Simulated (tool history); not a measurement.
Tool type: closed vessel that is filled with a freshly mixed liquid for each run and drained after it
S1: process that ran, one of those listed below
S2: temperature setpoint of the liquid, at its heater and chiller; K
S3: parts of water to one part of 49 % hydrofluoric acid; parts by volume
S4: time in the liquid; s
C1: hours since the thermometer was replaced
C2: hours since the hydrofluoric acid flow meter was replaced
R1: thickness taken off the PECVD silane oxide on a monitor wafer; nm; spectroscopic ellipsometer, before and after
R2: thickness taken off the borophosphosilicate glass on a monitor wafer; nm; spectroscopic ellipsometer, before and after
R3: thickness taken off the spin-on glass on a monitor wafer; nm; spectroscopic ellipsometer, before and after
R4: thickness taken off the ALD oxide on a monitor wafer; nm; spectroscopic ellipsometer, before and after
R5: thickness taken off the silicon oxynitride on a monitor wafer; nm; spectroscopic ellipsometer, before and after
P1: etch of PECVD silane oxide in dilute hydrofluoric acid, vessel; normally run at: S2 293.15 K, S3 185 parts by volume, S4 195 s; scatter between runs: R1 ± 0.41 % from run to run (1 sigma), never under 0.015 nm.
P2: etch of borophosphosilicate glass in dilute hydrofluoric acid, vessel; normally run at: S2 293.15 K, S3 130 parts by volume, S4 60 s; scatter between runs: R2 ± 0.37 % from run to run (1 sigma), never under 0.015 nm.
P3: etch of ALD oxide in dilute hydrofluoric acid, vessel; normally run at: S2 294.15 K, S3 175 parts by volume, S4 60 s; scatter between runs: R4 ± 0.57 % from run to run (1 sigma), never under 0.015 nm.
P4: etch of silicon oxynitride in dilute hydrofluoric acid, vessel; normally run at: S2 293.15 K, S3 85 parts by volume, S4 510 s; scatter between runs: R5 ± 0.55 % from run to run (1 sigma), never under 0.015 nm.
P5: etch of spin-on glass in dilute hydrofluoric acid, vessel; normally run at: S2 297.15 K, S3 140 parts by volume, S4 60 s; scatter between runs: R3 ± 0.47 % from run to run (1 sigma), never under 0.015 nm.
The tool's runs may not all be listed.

| run | hour | S1 | S2 | S3 | S4 | C1 | C2 | R1 | R2 | R3 | R4 | R5 |
|---|---|---|---|---|---|---|---|---|---|---|---|---|
| 1 | 6.4 | P1 | 293.15 | 185 | 195 | 460.7 | 362.1 | 40.404 |  |  |  |  |
| 2 | 10.6 | P1 | 290.15 | 185 | 195 | 464.9 | 366.3 | 35.681 |  |  |  |  |
| 3 | 14.1 | P2 | 293.15 | 210 | 60 | 468.4 | 369.8 |  | 9.8128 |  |  |  |
| 4 | 20.8 | P1 | 293.15 | 185 | 305 | 475.1 | 376.5 | 63.032 |  |  |  |  |
| 5 | 25.8 | P5 | 297.15 | 140 | 30 | 480.1 | 381.5 |  |  | 7.6660 |  |  |
| 6 | 30.1 | P3 | 294.15 | 105 | 60 | 484.4 | 385.8 |  |  |  | 16.3150 |  |
| 7 | 34.5 | P5 | 290.15 | 140 | 60 | 488.8 | 390.2 |  |  | 11.6690 |  |  |
| 8 | 38.1 | P1 | 298.65 | 185 | 195 | 492.4 | 393.8 | 49.814 |  |  |  |  |
| 9 | 42.6 | P1 | 299.65 | 315 | 195 | 496.9 | 398.3 | 26.296 |  |  |  |  |
| 10 | 48.0 | P3 | 294.15 | 175 | 30 | 502.3 | 403.7 |  |  |  | 4.4623 |  |
| 11 | 52.2 | P1 | 293.15 | 260 | 195 | 506.5 | 407.9 | 26.735 |  |  |  |  |
| 12 | 56.2 | P2 | 293.15 | 130 | 60 | 510.5 | 411.9 |  | 17.1470 |  |  |  |
| 13 | 61.4 | P1 | 293.15 | 55 | 195 | 515.7 | 417.1 | 157.210 |  |  |  |  |
| 14 | 68.5 | P4 | 301.15 | 85 | 510 | 522.8 | 424.2 |  |  |  |  | 18.4450 |
| 15 | 72.6 | P4 | 293.15 | 85 | 260 | 526.9 | 428.3 |  |  |  |  | 6.4357 |
| 16 | 75.9 | P2 | 300.65 | 130 | 60 | 530.2 | 431.6 |  | 23.0160 |  |  |  |
| 17 | 80.8 | P4 | 293.15 | 20 | 510 | 535.1 | 436.5 |  |  |  |  | 55.5170 |
| 18 | 84.9 | P5 | 297.15 | 230 | 60 | 539.2 | 440.6 |  |  | 8.4727 |  |  |
| 19 | 89.3 | P4 | 293.15 | 85 | 510 | 543.6 | 445.0 |  |  |  |  | 12.5420 |
| 20 | 95.9 | P3 | 294.15 | 175 | 60 | 550.2 | 451.6 |  |  |  | 9.1684 |  |
| 21 | 99.7 | P1 | 293.15 | 185 | 195 | 554.0 | 455.4 | 40.121 |  |  |  |  |
| 22 | 105.7 | P5 | 297.15 | 140 | 60 | 560.0 | 461.4 |  |  | 15.2770 |  |  |
| 23 | 112.9 | P2 | 293.15 | 130 | 30 | 567.2 | 468.6 |  | 8.6489 |  |  |  |
| 24 | 119.3 | P3 | 290.15 | 175 | 60 | 573.6 | 475.0 |  |  |  | 7.7479 |  |
| 25 | 124.6 | P1 | 293.15 | 185 | 195 | 578.9 | 480.3 | 40.711 |  |  |  |  |
| 26 | 130.0 | P1 | 293.15 | 185 | 100 | 584.3 | 485.7 | 20.770 |  |  |  |  |
| 27 | 133.3 | P1 | 293.15 | 185 | 195 | 587.6 | 489.0 | 40.371 |  |  |  |  |
| 28 | 139.9 | P1 | 293.15 | 185 | 195 | 594.2 | 495.6 | 40.317 |  |  |  |  |
| 29 | 147.3 | P1 | 293.15 | 185 | 195 | 601.6 | 503.0 | 38.700 |  |  |  |  |
| 30 | 151.9 | P1 | 293.15 | 185 | 195 | 606.2 | 507.6 | 37.988 |  |  |  |  |
| 31 | 155.9 | P1 | 293.15 | 185 | 195 | 610.2 | 511.6 | 37.316 |  |  |  |  |
| 32 | 162.6 | P1 | 293.15 | 185 | 195 | 616.9 | 518.3 | 37.520 |  |  |  |  |
| 33 | 169.5 | P1 | 293.15 | 185 | 195 | 623.8 | 525.2 | 37.133 |  |  |  |  |
| 34 | 172.9 | P1 | 293.15 | 185 | 195 | 627.2 | 528.6 | 37.051 |  |  |  |  |
| 35 | 179.1 | P1 | 293.15 | 185 | 195 | 633.4 | 534.8 | 36.872 |  |  |  |  |
| 36 | 183.6 | P1 | 293.15 | 185 | 195 | 637.9 | 539.3 | 36.843 |  |  |  |  |
| 37 | 189.3 | P1 | 293.15 | 185 | 195 | 643.6 | 545.0 | 36.710 |  |  |  |  |

P1 has crept away from where it was. The log is fitted equally well by each of these 2 causes, at the sizes shown:
A: liquid colder than its thermometer reads (K) = 2.32
B: hydrofluoric acid flow below the setpoint (%) = 7.38
Creep in the process output first set in at about hour 139.9.

Question marks stand in for the results of the 4 check runs listed below, each run on one wafer. Under which run would the listed causes show clearly different results?
| check 1 | 195.0 | P4 | 296.65 | 25 | 510 |  |  |  |  |  |  | ? |
| check 2 | 195.0 | P3 | 290.15 | 175 | 40 |  |  |  |  |  | ? |  |
| check 3 | 195.0 | P2 | 293.15 | 175 | 30 |  |  |  | ? |  |  |  |
| check 4 | 195.0 | P5 | 297.15 | 210 | 30 |  |  |  |  | ? |  |  |

What each check would give under each cause:
| check | result | if A | if B |
|---|---|---|---|
| check 1 | R5 | 47.2570 | 49.1360 |
| check 2 | R4 | 4.6856 | 4.7103 |
| check 3 | R2 | 5.5716 | 5.5795 |
| check 4 | R3 | 4.3576 | 4.3229 |
Per check, the gap between the least separated pair of causes, taken in the result that splits them most: check 1 3.9 %; check 2 0.53 %; check 3 0.14 %; check 4 0.8 %
Check 1 distinguishes between the causes, while the remaining checks would return nearly the same result for all of them.

The results of check 1 are: R5 49.2510 nm. Based on these, which of the listed causes is it?

Of the candidate causes, it is B: hydrofluoric acid flow below the setpoint (%).
